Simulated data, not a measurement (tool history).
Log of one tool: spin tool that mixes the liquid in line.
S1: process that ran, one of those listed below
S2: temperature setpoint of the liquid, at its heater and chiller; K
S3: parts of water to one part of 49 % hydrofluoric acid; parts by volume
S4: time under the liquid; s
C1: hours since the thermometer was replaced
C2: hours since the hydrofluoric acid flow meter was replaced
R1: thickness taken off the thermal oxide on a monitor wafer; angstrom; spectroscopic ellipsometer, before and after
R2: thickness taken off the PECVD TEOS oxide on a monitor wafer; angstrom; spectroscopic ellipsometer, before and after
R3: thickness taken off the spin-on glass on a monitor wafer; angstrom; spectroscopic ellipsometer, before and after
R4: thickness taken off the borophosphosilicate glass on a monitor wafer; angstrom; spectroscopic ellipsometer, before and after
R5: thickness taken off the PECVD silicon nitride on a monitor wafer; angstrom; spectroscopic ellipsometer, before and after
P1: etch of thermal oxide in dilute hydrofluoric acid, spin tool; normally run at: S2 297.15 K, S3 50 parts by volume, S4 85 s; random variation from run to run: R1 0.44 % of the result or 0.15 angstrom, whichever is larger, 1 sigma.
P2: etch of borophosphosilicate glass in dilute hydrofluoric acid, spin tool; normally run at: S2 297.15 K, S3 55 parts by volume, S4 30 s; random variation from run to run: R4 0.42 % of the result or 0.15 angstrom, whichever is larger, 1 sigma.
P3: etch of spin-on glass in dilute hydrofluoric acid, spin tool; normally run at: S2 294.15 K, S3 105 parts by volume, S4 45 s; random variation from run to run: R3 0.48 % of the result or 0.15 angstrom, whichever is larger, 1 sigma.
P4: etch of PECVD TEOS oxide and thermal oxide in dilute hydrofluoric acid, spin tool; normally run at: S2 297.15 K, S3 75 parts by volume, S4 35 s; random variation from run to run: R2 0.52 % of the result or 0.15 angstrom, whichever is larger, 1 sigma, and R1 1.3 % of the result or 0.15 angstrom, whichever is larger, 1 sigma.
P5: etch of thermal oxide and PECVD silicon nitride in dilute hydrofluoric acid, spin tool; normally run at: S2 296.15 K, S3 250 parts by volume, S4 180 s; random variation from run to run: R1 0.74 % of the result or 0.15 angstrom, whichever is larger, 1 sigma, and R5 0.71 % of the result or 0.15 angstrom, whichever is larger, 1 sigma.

run 1 hour=8.2 | S1=P1 S2=297.15 S3=50 S4=85 | C1=952.4 C2=265.3 | R1=83.6480
run 2 hour=18.8 | S1=P4 S2=297.15 S3=75 S4=35 | C1=963.0 C2=275.9 | R1=21.8040 R2=82.215
run 3 hour=28.8 | S1=P1 S2=297.15 S3=50 S4=85 | C1=973.0 C2=285.9 | R1=83.8610
run 4 hour=41.6 | S1=P1 S2=297.15 S3=50 S4=85 | C1=985.8 C2=298.7 | R1=82.7070
run 5 hour=50.9 | S1=P3 S2=290.15 S3=105 S4=45 | C1=995.1 C2=308.0 | R3=88.422
run 6 hour=62.6 | S1=P1 S2=297.15 S3=50 S4=85 | C1=1006.8 C2=319.7 | R1=83.6460
run 7 hour=71.2 | S1=P2 S2=297.15 S3=55 S4=15 | C1=1015.4 C2=328.3 | R4=103.97
run 8 hour=79.4 | S1=P3 S2=294.15 S3=105 S4=45 | C1=1023.6 C2=336.5 | R3=103.610
run 9 hour=88.8 | S1=P5 S2=296.15 S3=250 S4=180 | C1=1033.0 C2=345.9 | R1=27.6030 R5=38.4430
run 10 hour=101.4 | S1=P4 S2=297.15 S3=75 S4=35 | C1=1045.6 C2=358.5 | R1=21.4940 R2=83.033
run 11 hour=112.8 | S1=P5 S2=296.15 S3=250 S4=30 | C1=1057.0 C2=369.9 | R1=4.7123 R5=6.3043
run 12 hour=120.0 | S1=P1 S2=304.15 S3=50 S4=85 | C1=1064.2 C2=377.1 | R1=110.3000
run 13 hour=128.9 | S1=P2 S2=297.15 S3=20 S4=30 | C1=1073.1 C2=386.0 | R4=598.08
-- hour=135.6 hydrofluoric acid flow meter replaced
run 14 hour=139.2 | S1=P1 S2=297.15 S3=50 S4=85 | C1=1083.4 C2=3.7 | R1=83.3830
run 15 hour=151.4 | S1=P1 S2=297.15 S3=20 S4=85 | C1=1095.6 C2=15.9 | R1=217.7100
run 16 hour=158.6 | S1=P4 S2=297.15 S3=115 S4=35 | C1=1102.8 C2=23.1 | R1=13.6960 R2=50.379
run 17 hour=167.4 | S1=P1 S2=297.15 S3=50 S4=150 | C1=1111.6 C2=31.9 | R1=148.4300
run 18 hour=180.9 | S1=P1 S2=297.15 S3=50 S4=85 | C1=1125.1 C2=45.4 | R1=84.0620
run 19 hour=190.1 | S1=P5 S2=290.15 S3=250 S4=180 | C1=1134.3 C2=54.6 | R1=22.1290 R5=25.8310
run 20 hour=200.5 | S1=P1 S2=297.15 S3=90 S4=85 | C1=1144.7 C2=65.0 | R1=43.9270
run 21 hour=207.5 | S1=P1 S2=293.15 S3=50 S4=85 | C1=1151.7 C2=72.0 | R1=71.2690
run 22 hour=214.1 | S1=P1 S2=297.15 S3=20 S4=135 | C1=1158.3 C2=78.6 | R1=346.5400
run 23 hour=221.1 | S1=P2 S2=301.65 S3=55 S4=30 | C1=1165.3 C2=85.6 | R4=252.83
run 24 hour=231.1 | S1=P5 S2=296.15 S3=445 S4=180 | C1=1175.3 C2=95.6 | R1=13.0420 R5=21.5320
run 25 hour=242.3 | S1=P4 S2=297.15 S3=75 S4=15 | C1=1186.5 C2=106.8 | R1=9.4479 R2=35.305
run 26 hour=254.2 | S1=P2 S2=297.15 S3=55 S4=30 | C1=1198.4 C2=118.7 | R4=210.47
run 27 hour=263.3 | S1=P5 S2=296.15 S3=250 S4=180 | C1=1207.5 C2=127.8 | R1=27.7420 R5=38.4710
run 28 hour=275.5 | S1=P1 S2=297.15 S3=50 S4=15 | C1=1219.7 C2=140.0 | R1=14.8690
run 29 hour=283.4 | S1=P3 S2=294.15 S3=185 S4=45 | C1=1227.6 C2=147.9 | R3=53.627
run 30 hour=290.3 | S1=P3 S2=294.15 S3=105 S4=75 | C1=1234.5 C2=154.8 | R3=173.440
run 31 hour=298.6 | S1=P4 S2=291.15 S3=75 S4=35 | C1=1242.8 C2=163.1 | R1=17.1830 R2=63.842
run 32 hour=307.7 | S1=P1 S2=297.15 S3=50 S4=85 | C1=1251.9 C2=172.2 | R1=83.6350
run 33 hour=314.5 | S1=P1 S2=297.15 S3=50 S4=85 | C1=1258.7 C2=179.0 | R1=84.7710
run 34 hour=320.5 | S1=P1 S2=297.15 S3=50 S4=85 | C1=1264.7 C2=185.0 | R1=86.9570
run 35 hour=332.5 | S1=P1 S2=297.15 S3=50 S4=85 | C1=1276.7 C2=197.0 | R1=88.2010
run 36 hour=344.9 | S1=P1 S2=297.15 S3=50 S4=85 | C1=1289.1 C2=209.4 | R1=88.7180
run 37 hour=358.1 | S1=P1 S2=297.15 S3=50 S4=85 | C1=1302.3 C2=222.6 | R1=89.2170
run 38 hour=364.5 | S1=P1 S2=297.15 S3=50 S4=85 | C1=1308.7 C2=229.0 | R1=90.0180
run 39 hour=377.2 | S1=P1 S2=297.15 S3=50 S4=85 | C1=1321.4 C2=241.7 | R1=90.5010
run 40 hour=385.5 | S1=P1 S2=297.15 S3=50 S4=85 | C1=1329.7 C2=250.0 | R1=89.2070

What P1 gives has crept away from where it was. These 2 causes fit the log equally well, each at the size given:
A: liquid hotter than its thermometer reads (K) = 1.71
B: hydrofluoric acid flow above the setpoint (%) = 6.78
The creep began at about hour 307.7.

4 check runs are offered, each on 2 wafers whose results are averaged, their results left as question marks. Which one tells the causes apart?
run check 1 hour=393.8 | S1=P4 S2=297.15 S3=75 S4=35 | R1=? R2=?
run check 2 hour=393.8 | S1=P5 S2=296.15 S3=250 S4=180 | R1=? R5=?
run check 3 hour=393.8 | S1=P2 S2=297.15 S3=55 S4=30 | R4=?
run check 4 hour=393.8 | S1=P3 S2=294.15 S3=105 S4=45 | R3=?

What each check would give under each cause:
check=check_1 result=R1 if_A=23.5430 if_B=23.6170
check=check_1 result=R2 if_A=88.047 if_B=88.325
check=check_2 result=R1 if_A=29.2830 if_B=29.8810
check=check_2 result=R5 if_A=42.2690 if_B=40.5420
check=check_3 result=R4 if_A=223.33 if_B=223.45
check=check_4 result=R3 if_A=111.400 if_B=111.890
How far apart the two closest causes lie, in the result that separates them most: check 1 0.32 %; check 2 4.17 %; check 3 0.06 %; check 4 0.44 %
Only check 2 tells the causes apart: in the others they would give nearly the same result.

Check 2 was then run and gave: R1 29.9380 angstrom; R5 40.6010 angstrom. Which cause is it?

It is B: hydrofluoric acid flow above the setpoint (%).

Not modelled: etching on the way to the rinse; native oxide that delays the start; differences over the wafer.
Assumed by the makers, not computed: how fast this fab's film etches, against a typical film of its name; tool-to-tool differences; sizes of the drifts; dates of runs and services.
